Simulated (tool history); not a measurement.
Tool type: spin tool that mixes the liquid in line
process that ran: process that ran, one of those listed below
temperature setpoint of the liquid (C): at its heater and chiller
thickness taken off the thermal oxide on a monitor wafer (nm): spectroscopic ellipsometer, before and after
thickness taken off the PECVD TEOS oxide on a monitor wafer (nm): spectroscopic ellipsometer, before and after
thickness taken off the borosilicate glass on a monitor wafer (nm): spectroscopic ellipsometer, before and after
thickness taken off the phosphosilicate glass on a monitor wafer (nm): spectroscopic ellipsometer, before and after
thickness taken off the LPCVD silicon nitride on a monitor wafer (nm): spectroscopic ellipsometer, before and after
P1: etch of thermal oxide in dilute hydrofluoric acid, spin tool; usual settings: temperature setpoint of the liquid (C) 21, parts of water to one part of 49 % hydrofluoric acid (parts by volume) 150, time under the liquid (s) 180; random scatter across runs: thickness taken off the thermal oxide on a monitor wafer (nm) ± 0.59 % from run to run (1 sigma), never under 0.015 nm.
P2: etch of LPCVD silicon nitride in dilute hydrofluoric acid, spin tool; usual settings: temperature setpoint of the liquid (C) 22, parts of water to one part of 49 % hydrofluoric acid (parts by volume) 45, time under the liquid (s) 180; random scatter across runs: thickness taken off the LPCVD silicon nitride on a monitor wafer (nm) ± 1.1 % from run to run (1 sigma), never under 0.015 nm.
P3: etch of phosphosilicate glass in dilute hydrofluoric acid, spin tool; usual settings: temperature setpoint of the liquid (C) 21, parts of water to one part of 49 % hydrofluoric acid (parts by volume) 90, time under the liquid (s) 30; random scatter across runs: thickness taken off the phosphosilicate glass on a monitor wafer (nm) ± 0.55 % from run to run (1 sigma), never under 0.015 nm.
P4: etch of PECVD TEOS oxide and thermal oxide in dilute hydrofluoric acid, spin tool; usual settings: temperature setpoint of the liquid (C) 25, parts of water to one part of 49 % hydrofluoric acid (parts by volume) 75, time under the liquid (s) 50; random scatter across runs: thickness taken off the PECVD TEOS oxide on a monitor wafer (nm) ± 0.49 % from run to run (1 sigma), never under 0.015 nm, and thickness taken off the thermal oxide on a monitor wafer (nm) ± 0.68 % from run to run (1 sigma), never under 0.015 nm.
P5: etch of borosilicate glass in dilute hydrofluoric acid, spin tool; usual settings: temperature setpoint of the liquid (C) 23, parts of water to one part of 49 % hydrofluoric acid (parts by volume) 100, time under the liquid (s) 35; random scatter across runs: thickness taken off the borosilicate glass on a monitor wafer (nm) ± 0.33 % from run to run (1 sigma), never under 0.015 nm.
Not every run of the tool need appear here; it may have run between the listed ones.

run   hour  process that ran  temperature setpoint of the liquid (C)  parts of water to one part of 49 % hydrofluoric acid (parts by volume)  time under the liquid (s)  thickness taken off the thermal oxide on a monitor wafer (nm)  thickness taken off the PECVD TEOS oxide on a monitor wafer (nm)  thickness taken off the borosilicate glass on a monitor wafer (nm)  thickness taken off the phosphosilicate glass on a monitor wafer (nm)  thickness taken off the LPCVD silicon nitride on a monitor wafer (nm)
  1   14.7                P1                                      21                                                                     150                        180                                                          4.669
  2   28.2                P1                                      21                                                                      45                        180                                                         17.805
  3   37.5                P4                                    31.5                                                                      75                         50                                                         4.4584                                                            26.816
  4     46                P1                                      21                                                                     150                        180                                                         4.6938
  5   59.3                P5                                      23                                                                      55                         35                                                                                                                                                                                               18.224
  6   75.8                P1                                      21                                                                     150                        180                                                         4.6533
  7   92.1                P1                                    26.5                                                                     150                        180                                                         5.7957
  8  101.3                P1                                      21                                                                     150                        300                                                         7.8843
  9    118                P4                                      25                                                                      75                         50                                                         3.4389                                                            20.581
 10  130.2                P1                                      17                                                                     150                        180                                                         4.0273
 11  144.6                P3                                      21                                                                      90                         30                                                                                                                                                                                                                                                                      30.765
 12  157.7                P5                                      23                                                                     100                         20                                                                                                                                                                                               5.4097
 13  173.2                P1                                      21                                                                     150                        180                                                         4.7015
 14  186.9                P5                                    31.5                                                                     100                         35                                                                                                                                                                                               12.982
 15  198.6                P1                                      21                                                                     150                        180                                                         4.7526
 16  208.9                P5                                      23                                                                     100                         35                                                                                                                                                                                               9.4571
 17  216.1                P2                                      22                                                                      45                        180                                                                                                                                                                                                                                                                                                                                             1.8352
 18  223.8                P3                                      21                                                                      45                         30                                                                                                                                                                                                                                                                      65.438
 19  231.3                P3                                      29                                                                      90                         30                                                                                                                                                                                                                                                                      43.066
 20  246.4                P5                                      23                                                                     100                         35                                                                                                                                                                                                9.501
 21  262.3                P3                                      21                                                                      90                         55                                                                                                                                                                                                                                                                      56.767
 22  278.3                P1                                      21                                                                     240                        180                                                         2.6679
 23    287                P1                                      21                                                                     245                        305                                                          4.478
 24  295.1                P2                                      18                                                                      45                        180                                                                                                                                                                                                                                                                                                                                             1.3567
 25  311.5                P2                                      22                                                                      20                        180                                                                                                                                                                                                                                                                                                                                             3.9425
 26  322.6                P1                                      21                                                                     150                         90                                                         2.3737
 27  335.8                P4                                      25                                                                      75                         70                                                         4.8243                                                            28.927
 28  346.4                P2                                      22                                                                      45                        315                                                                                                                                                                                                                                                                                                                                              3.225

Run 29, settings as shown, results not yet in. Your forecast:
 29  355.5                P4                                      25                                                                     140                         50                                                              ?                                                                 ?

Run 29 came out at thickness taken off the thermal oxide on a monitor wafer (nm) 1.6808, thickness taken off the PECVD TEOS oxide on a monitor wafer (nm) 10.218.
